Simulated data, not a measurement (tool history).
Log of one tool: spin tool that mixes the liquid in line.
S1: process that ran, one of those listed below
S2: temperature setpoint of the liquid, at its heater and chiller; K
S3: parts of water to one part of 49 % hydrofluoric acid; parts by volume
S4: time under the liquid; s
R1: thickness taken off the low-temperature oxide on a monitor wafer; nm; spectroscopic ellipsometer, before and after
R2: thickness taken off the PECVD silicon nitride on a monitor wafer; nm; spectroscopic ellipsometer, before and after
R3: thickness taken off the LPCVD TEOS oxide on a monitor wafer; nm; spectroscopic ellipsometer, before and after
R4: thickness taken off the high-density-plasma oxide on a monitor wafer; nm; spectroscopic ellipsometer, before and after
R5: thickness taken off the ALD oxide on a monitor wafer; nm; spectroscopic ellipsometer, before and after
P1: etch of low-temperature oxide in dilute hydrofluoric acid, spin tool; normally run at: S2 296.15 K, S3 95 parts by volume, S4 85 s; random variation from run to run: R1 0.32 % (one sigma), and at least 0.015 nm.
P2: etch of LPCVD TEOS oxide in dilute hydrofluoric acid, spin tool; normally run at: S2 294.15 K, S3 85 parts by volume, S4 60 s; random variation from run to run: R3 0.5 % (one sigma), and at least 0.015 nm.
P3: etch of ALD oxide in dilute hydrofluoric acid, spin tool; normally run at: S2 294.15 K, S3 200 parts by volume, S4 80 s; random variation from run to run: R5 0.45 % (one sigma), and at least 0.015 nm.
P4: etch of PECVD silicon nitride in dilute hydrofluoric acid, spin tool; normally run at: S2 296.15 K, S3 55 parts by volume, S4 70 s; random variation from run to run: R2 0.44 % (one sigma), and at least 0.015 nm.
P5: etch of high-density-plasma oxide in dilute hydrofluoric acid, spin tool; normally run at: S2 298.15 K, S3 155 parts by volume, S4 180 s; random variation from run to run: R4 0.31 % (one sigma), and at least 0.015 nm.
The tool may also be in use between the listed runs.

{"run": 1, "day": 0.108, "S1": "P1", "S2": 296.15, "S3": 95, "S4": 85, "R1": 10.345}
{"run": 2, "day": 0.279, "S1": "P1", "S2": 296.15, "S3": 95, "S4": 25, "R1": 3.0512}
{"run": 3, "day": 0.388, "S1": "P1", "S2": 296.15, "S3": 95, "S4": 85, "R1": 10.311}
{"run": 4, "day": 0.529, "S1": "P4", "S2": 296.15, "S3": 55, "S4": 70, "R2": 4.6327}
{"run": 5, "day": 0.708, "S1": "P1", "S2": 296.15, "S3": 95, "S4": 85, "R1": 10.307}
{"run": 6, "day": 0.883, "S1": "P4", "S2": 296.15, "S3": 25, "S4": 70, "R2": 10.011}
{"run": 7, "day": 1.054, "S1": "P2", "S2": 294.15, "S3": 85, "S4": 60, "R3": 23.171}
{"run": 8, "day": 1.175, "S1": "P2", "S2": 294.15, "S3": 85, "S4": 95, "R3": 37.318}
{"run": 9, "day": 1.371, "S1": "P5", "S2": 290.65, "S3": 155, "S4": 180, "R4": 5.9325}
{"run": 10, "day": 1.538, "S1": "P2", "S2": 294.15, "S3": 85, "S4": 60, "R3": 23.212}
{"run": 11, "day": 1.642, "S1": "P4", "S2": 296.15, "S3": 55, "S4": 125, "R2": 8.2517}
{"run": 12, "day": 1.754, "S1": "P1", "S2": 296.15, "S3": 95, "S4": 85, "R1": 10.295}
{"run": 13, "day": 1.883, "S1": "P1", "S2": 296.15, "S3": 95, "S4": 85, "R1": 10.307}
{"run": 14, "day": 2.083, "S1": "P1", "S2": 296.15, "S3": 170, "S4": 85, "R1": 5.3319}
{"run": 15, "day": 2.246, "S1": "P2", "S2": 290.15, "S3": 85, "S4": 60, "R3": 19.67}
{"run": 16, "day": 2.412, "S1": "P1", "S2": 296.15, "S3": 20, "S4": 85, "R1": 54.011}
{"run": 17, "day": 2.604, "S1": "P3", "S2": 294.15, "S3": 70, "S4": 80, "R5": 20.201}
{"run": 18, "day": 2.704, "S1": "P3", "S2": 294.15, "S3": 200, "S4": 80, "R5": 6.0772}
{"run": 19, "day": 2.867, "S1": "P5", "S2": 298.15, "S3": 60, "S4": 180, "R4": 23.106}
{"run": 20, "day": 3.067, "S1": "P1", "S2": 296.15, "S3": 95, "S4": 85, "R1": 10.287}
{"run": 21, "day": 3.233, "S1": "P1", "S2": 303.65, "S3": 95, "S4": 85, "R1": 13.72}
{"run": 22, "day": 3.412, "S1": "P5", "S2": 298.15, "S3": 155, "S4": 180, "R4": 7.9616}
{"run": 23, "day": 3.521, "S1": "P1", "S2": 296.15, "S3": 95, "S4": 140, "R1": 17.121}
{"run": 24, "day": 3.692, "S1": "P3", "S2": 290.15, "S3": 200, "S4": 80, "R5": 5.2453}
{"run": 25, "day": 3.875, "S1": "P4", "S2": 302.15, "S3": 55, "S4": 70, "R2": 6.9185}
{"run": 26, "day": 3.962, "S1": "P1", "S2": 290.15, "S3": 95, "S4": 85, "R1": 8.0445}
{"run": 27, "day": 4.079, "S1": "P3", "S2": 294.15, "S3": 200, "S4": 15, "R5": 1.1619}
{"run": 28, "day": 4.221, "S1": "P2", "S2": 294.15, "S3": 40, "S4": 60, "R3": 52.1}
{"run": 29, "day": 4.4, "S1": "P5", "S2": 298.15, "S3": 155, "S4": 70, "R4": 3.1175}
{"run": 30, "day": 4.504, "S1": "P4", "S2": 296.15, "S3": 55, "S4": 70, "R2": 4.6575}
{"run": 31, "day": 4.604, "S1": "P1", "S2": 290.15, "S3": 55, "S4": 85, "R1": 14.576}
{"run": 32, "day": 4.75, "S1": "P1", "S2": 296.15, "S3": 95, "S4": 85, "R1": 10.374}
{"run": 33, "day": 4.954, "S1": "P1", "S2": 296.15, "S3": 95, "S4": 85, "R1": 10.673}
{"run": 34, "day": 5.112, "S1": "P1", "S2": 296.15, "S3": 95, "S4": 85, "R1": 10.853}
{"run": 35, "day": 5.271, "S1": "P1", "S2": 296.15, "S3": 95, "S4": 85, "R1": 10.964}
{"run": 36, "day": 5.383, "S1": "P1", "S2": 296.15, "S3": 95, "S4": 85, "R1": 11.018}
{"run": 37, "day": 5.562, "S1": "P1", "S2": 296.15, "S3": 95, "S4": 85, "R1": 10.999}
{"run": 38, "day": 5.746, "S1": "P1", "S2": 296.15, "S3": 95, "S4": 85, "R1": 10.962}
{"run": 39, "day": 5.867, "S1": "P1", "S2": 296.15, "S3": 95, "S4": 85, "R1": 11.099}
{"run": 40, "day": 5.962, "S1": "P1", "S2": 296.15, "S3": 95, "S4": 85, "R1": 11.045}

What P1 gives has crept away from where it was. These 2 causes fit the log equally well, each at the size given:
A: liquid hotter than its thermometer reads (K) = 1.77
B: hydrofluoric acid flow above the setpoint (%) = 6.53
The creep began at about day 4.750.

4 check runs are offered, one wafer each, their results left as question marks. Which one tells the causes apart?
{"run": "check 1", "day": 6.058, "S1": "P2", "S2": 294.15, "S3": 50, "S4": 60, "R3": "?"}
{"run": "check 2", "day": 6.058, "S1": "P5", "S2": 293.65, "S3": 155, "S4": 115, "R4": "?"}
{"run": "check 3", "day": 6.058, "S1": "P4", "S2": 301.15, "S3": 55, "S4": 120, "R2": "?"}
{"run": "check 4", "day": 6.058, "S1": "P3", "S2": 290.15, "S3": 200, "S4": 80, "R5": "?"}

What each check would give under each cause:
check=check_1 result=R3 if_A=44.519 if_B=44.202
check=check_2 result=R4 if_A=4.5816 if_B=4.6000
check=check_3 result=R2 if_A=12.5120 if_B=11.8740
check=check_4 result=R5 if_A=5.6155 if_B=5.6415
How far apart the two closest causes lie, in the result that separates them most: check 1 0.71 %; check 2 0.4 %; check 3 5.24 %; check 4 0.46 %
Only check 3 tells the causes apart: in the others they would give nearly the same result.

Then check 3 was run and gave: R2 11.9480 nm. Which cause is it?

It is B: hydrofluoric acid flow above the setpoint (%).

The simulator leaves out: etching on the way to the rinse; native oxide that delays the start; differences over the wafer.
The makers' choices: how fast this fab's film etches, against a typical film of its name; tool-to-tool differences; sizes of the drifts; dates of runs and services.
